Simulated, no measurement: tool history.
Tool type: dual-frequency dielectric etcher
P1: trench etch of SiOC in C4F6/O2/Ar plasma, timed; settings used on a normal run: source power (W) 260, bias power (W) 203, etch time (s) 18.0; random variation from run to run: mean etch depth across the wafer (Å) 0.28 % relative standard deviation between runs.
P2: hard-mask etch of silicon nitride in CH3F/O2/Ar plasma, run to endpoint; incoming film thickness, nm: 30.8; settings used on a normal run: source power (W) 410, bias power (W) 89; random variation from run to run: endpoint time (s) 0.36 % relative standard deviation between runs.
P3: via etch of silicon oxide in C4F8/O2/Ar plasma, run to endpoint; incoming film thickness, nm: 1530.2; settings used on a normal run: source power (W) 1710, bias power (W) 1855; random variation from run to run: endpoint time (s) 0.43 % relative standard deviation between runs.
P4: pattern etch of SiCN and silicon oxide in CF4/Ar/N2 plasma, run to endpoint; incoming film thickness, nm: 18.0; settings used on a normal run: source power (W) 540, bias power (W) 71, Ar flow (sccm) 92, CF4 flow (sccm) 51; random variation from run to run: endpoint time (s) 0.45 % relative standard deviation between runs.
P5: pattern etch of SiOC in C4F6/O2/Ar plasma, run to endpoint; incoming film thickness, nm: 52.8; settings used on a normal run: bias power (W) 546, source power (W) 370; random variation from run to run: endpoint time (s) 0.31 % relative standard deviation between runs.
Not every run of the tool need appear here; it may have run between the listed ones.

run,hour,process that ran,source power (W),bias power (W),etch time (s),Ar flow (sccm),CF4 flow (sccm),hours since the last wet clean,hours since the last source power generator calibration,hours since the last bias power generator calibration,mean etch depth across the wafer (Å),endpoint time (s)
1,7.8,P1,260,203,18.0,,,317.9,875.5,1060.2,332.00,
2,18.3,P1,260,203,18.0,,,328.4,886.0,1070.7,330.18,
3,23.4,P1,260,276,18.0,,,333.5,891.1,1075.8,368.71,
4,33.3,P2,530,89,,,,343.4,901.0,1085.7,,37.757
5,44.2,P3,1710,2616,,,,354.3,911.9,1096.6,,286.540
6,52.4,P1,260,203,18.0,,,362.5,920.1,1104.8,331.11,
7,61.1,P1,220,145,18.0,,,371.2,928.8,1113.5,276.51,
8,68.4,P4,540,71,,92,51,378.5,936.1,1120.8,,19.196
9,79.5,P1,190,203,18.0,,,389.6,947.2,1131.9,293.76,
10,90.2,P1,320,203,18.0,,,400.3,957.9,1142.6,358.58,
11,98.3,P4,540,41,,92,51,408.4,966.0,1150.7,,22.830
12,108.4,P3,1710,1855,,,,418.5,976.1,1160.8,,315.640
13,119.1,P2,410,89,,,,429.2,986.8,1171.5,,41.294
14,127.3,P1,260,203,18.0,,,437.4,995.0,1179.7,330.97,
15,133.5,P4,540,71,,92,51,443.6,1001.2,1185.9,,19.105
16,139.2,P3,1250,1855,,,,449.3,1006.9,1191.6,,357.170
17,147.1,P4,540,71,,92,63,457.2,1014.8,1199.5,,18.417
18,157.4,P1,260,203,18.0,,,467.5,1025.1,1209.8,330.27,
19,167.9,P5,370,390,,,,478.0,1035.6,1220.3,,19.926
20,177.4,P4,540,71,,115,51,487.5,1045.1,1229.8,,19.636
21,185.6,P3,1710,1855,,,,495.7,1053.3,1238.0,,317.180
22,190.7,P2,410,124,,,,500.8,1058.4,1243.1,,36.604
23,198.3,P1,260,154,18.0,,,508.4,1066.0,1250.7,301.33,
24,208.8,P1,260,203,23.5,,,518.9,1076.5,1261.2,430.21,
# hour 211.2: source power generator calibrated
25,217.3,P2,410,89,,,,527.4,6.1,1269.7,,41.091
26,225.1,P5,370,546,,,,535.2,13.9,1277.5,,17.504
27,232.5,P5,370,546,,,,542.6,21.3,1284.9,,17.615
28,240.7,P5,520,546,,,,550.8,29.5,1293.1,,15.540
29,249.5,P4,340,71,,92,51,559.6,38.3,1301.9,,28.452
30,258.2,P1,260,203,11.5,,,568.3,47.0,1310.6,211.00,
31,264.6,P1,260,203,18.0,,,574.7,53.4,1317.0,330.71,
32,269.9,P1,260,203,18.0,,,580.0,58.7,1322.3,327.63,
33,276.8,P1,260,203,18.0,,,586.9,65.6,1329.2,328.09,
34,282.0,P1,260,203,18.0,,,592.1,70.8,1334.4,325.41,
35,292.3,P1,260,203,18.0,,,602.4,81.1,1344.7,324.91,
# hour 296.7: wet clean of the chamber
36,299.4,P1,260,203,18.0,,,2.7,88.2,1351.8,325.30,
37,309.4,P1,260,203,18.0,,,12.7,98.2,1361.8,327.15,
38,316.0,P1,260,203,18.0,,,19.3,104.8,1368.4,325.17,

The log shows P1 creeping away from where it was. Any of the 2 causes listed here, at the size stated for it, fits the log just as well as the others:
A: bias power that arrives under what is set, % = 4.25
B: source power that arrives under what is set, % = 3.71
The onset of the drift is placed at about hour 264.6.
The rest of the possible causes, and what rules out each one:
chamber walls in a state that lowers the etch rate, %: was serviced at hour 296.7, once the creep was under way, yet the earlier output never came back

4 check runs are offered, each on 3 wafers whose results are averaged, their results left as question marks. Which one tells the causes apart?
check 1,322.6,P4,540,44,,92,51,,,,,?
check 2,322.6,P2,410,110,,,,,,,,?
check 3,322.6,P5,490,546,,,,,,,,?
check 4,322.6,P3,1320,2593,,,,,,,,?

Outcome of each check run for each possible cause:
check,result,if A,if B
check 1,endpoint time (s),22.630,23.099
check 2,endpoint time (s),38.823,38.741
check 3,endpoint time (s),16.114,16.078
check 4,endpoint time (s),320.450,320.860
Smallest distance between any two causes, each pair judged by its most separating result, in per cent: check 1 2.05 %; check 2 0.21 %; check 3 0.23 %; check 4 0.13 %
Only in check 1 would the causes give clearly different results; in the remaining checks their results would be nearly the same.

Then check 1 was run and gave: endpoint time (s) 22.589. Which cause is it?

The cause is A: bias power that arrives under what is set, %.

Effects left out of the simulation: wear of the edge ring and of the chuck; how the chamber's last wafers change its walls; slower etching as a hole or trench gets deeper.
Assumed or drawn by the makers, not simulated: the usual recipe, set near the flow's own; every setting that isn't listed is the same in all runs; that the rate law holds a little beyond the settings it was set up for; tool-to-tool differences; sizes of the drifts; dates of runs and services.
